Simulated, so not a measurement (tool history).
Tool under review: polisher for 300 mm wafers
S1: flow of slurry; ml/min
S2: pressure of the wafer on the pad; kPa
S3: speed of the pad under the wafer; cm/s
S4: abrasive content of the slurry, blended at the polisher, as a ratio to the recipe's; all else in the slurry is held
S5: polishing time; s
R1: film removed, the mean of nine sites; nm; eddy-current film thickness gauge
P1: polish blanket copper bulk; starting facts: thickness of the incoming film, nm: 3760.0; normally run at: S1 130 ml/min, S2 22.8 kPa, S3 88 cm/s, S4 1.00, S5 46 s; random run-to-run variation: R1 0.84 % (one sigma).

run   hour   S1    S2   S3    S4  S5      R1
  1    9.0  130  22.8   88  1.00  46  383.07
  2   21.4   80  22.8   88  1.00  46  344.45
  3   29.1  130  22.8   88  1.00  46  393.58
  4   44.8  180  22.8   88  1.00  46  410.56
  5   58.5  130  22.8   88  1.00  46  384.92
  6   68.8  130  22.8   88  1.00  70  592.71
  7   78.1  130  35.9   88  1.00  46  617.59
  8   87.4  130  22.8   88  0.55  46  345.84
  9  102.6  130  22.8   88  1.00  46  381.99
 10  110.4  130  22.8   88  1.00  46  388.73
 11  125.8  130  22.8   40  1.00  46  176.60
 12  135.9   85  31.0   88  1.00  46  466.96
 13  150.8   80  22.8   88  1.00  21  157.88
 14  161.3  130  22.8   88  1.00  28  231.96
 15  171.4  130  13.8   88  1.00  46  235.18
 16  181.8  130  22.8   88  1.40  46  419.40
 17  197.3  130  22.8  130  1.00  46  574.22
 18  209.7  100  12.4   88  1.00  46  196.65
 19  221.5  130  22.8   88  1.00  46  385.17
 20  229.8  130  22.8   88  1.00  46  371.90
 21  245.0  130  22.8   88  1.00  46  367.70
     250.9  -- slurry blender recalibrated
     251.0  -- head pressure recalibrated
 22  255.8  130  22.8   88  1.00  46  364.76
 23  265.3  130  22.8   88  1.00  46  358.64
 24  276.6  130  22.8   88  1.00  46  360.31
 25  287.8  130  22.8   88  1.00  46  357.69
 26  299.7  130  22.8   88  1.00  46  362.09

P1 has crept away from where it was. The log is fitted equally well by each of these 2 causes, at the sizes shown:
A: slurry flow missing at the pad, % = 28
B: removal rate lost through wear of the pad, % = 7.25
The process output started creeping at around hour 221.5.
All other causes, with the reason each is excluded:
head's pressure below its setpoint, %: its service at hour 251.0 followed the start of the drift and did not put the process back to its old value
abrasive missing from the slurry, %: its service at hour 250.9 followed the start of the drift and did not put the process back to its old value

Which of the check runs below tells the causes apart, meaning the causes would give it clearly different results? Each run uses 3 wafers whose results are averaged, and each result is shown as a question mark.
check 1  311.6  130  30.3  118  1.00  46   ?
check 2  311.6  130  22.8   44  1.35  46   ?
check 3  311.6   80  22.8   88  1.00  46   ?
check 4  311.6  130  22.8   88  0.70  30   ?

Expected result of each check under each candidate cause:
  check  result    if A    if B
check 1      R1  641.66  641.71
check 2      R1  191.59  191.60
check 3      R1  306.22  318.41
check 4      R1  217.20  217.21
Gap, in per cent, between the two causes that each check separates least, read from the result that separates them most: check 1 0.01 %; check 2 0.01 %; check 3 3.9 %; check 4 0.01 %
The other checks would show nearly matching results whichever cause is true, so check 3 is the only one that separates the causes.

The results of check 3 are: R1 317.42 nm. Based on these, which of the listed causes is it?

B is the cause: removal rate lost through wear of the pad, %.
